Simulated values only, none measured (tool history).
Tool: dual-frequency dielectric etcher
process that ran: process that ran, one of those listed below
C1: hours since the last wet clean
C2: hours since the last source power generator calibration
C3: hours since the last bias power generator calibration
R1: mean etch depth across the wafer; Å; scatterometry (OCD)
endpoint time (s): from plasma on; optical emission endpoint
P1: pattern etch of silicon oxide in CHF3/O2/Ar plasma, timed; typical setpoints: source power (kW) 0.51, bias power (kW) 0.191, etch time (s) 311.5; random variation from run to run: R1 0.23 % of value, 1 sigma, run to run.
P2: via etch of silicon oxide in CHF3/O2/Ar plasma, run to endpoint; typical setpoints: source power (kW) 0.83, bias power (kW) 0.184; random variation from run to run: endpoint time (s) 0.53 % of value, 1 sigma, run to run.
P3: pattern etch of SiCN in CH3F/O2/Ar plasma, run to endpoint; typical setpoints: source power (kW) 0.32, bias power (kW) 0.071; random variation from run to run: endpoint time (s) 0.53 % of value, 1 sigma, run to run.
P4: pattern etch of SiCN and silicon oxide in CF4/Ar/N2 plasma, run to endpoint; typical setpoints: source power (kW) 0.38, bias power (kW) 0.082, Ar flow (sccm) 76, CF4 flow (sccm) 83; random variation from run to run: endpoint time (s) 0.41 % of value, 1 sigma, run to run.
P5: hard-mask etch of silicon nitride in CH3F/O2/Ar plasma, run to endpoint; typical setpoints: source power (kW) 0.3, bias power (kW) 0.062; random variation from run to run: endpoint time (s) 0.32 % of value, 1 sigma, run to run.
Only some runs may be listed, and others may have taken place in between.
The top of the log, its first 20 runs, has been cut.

Run 21, hour 230.4: process that ran P5, source power (kW) 0.3, bias power (kW) 0.074; C1 293.8; C2 2875.5; C3 93.8. Result: endpoint time (s) 53.598.
Run 22, hour 244.2: process that ran P2, source power (kW) 0.83, bias power (kW) 0.139; C1 307.6; C2 2889.3; C3 107.6. Result: endpoint time (s) 336.88.
Run 23, hour 252.3: process that ran P1, source power (kW) 0.51, bias power (kW) 0.191, etch time (s) 207.5; C1 315.7; C2 2897.4; C3 115.7. Result: R1 3923.2 Å.
Run 24, hour 264.2: process that ran P4, source power (kW) 0.38, bias power (kW) 0.082, Ar flow (sccm) 76, CF4 flow (sccm) 118; C1 327.6; C2 2909.3; C3 127.6. Result: endpoint time (s) 16.627.
Run 25, hour 276.4: process that ran P1, source power (kW) 0.51, bias power (kW) 0.191, etch time (s) 311.5; C1 339.8; C2 2921.5; C3 139.8. Result: R1 5898.6 Å.
Run 26, hour 285.7: process that ran P4, source power (kW) 0.38, bias power (kW) 0.082, Ar flow (sccm) 76, CF4 flow (sccm) 83; C1 349.1; C2 2930.8; C3 149.1. Result: endpoint time (s) 17.3.
Run 27, hour 298: process that ran P1, source power (kW) 0.51, bias power (kW) 0.233, etch time (s) 311.5; C1 361.4; C2 2943.1; C3 161.4. Result: R1 6320.7 Å.
Run 28, hour 308.1: process that ran P3, source power (kW) 0.32, bias power (kW) 0.101; C1 371.5; C2 2953.2; C3 171.5. Result: endpoint time (s) 24.407.

What does the tool deliver on the next run?
Run 29, hour 316.2: process that ran P5, source power (kW) 0.3, bias power (kW) 0.062; C1 379.6; C2 2961.3; C3 179.6. Result: endpoint time (s) ?.

{"run 29": {"endpoint time (s)": 57.157}}

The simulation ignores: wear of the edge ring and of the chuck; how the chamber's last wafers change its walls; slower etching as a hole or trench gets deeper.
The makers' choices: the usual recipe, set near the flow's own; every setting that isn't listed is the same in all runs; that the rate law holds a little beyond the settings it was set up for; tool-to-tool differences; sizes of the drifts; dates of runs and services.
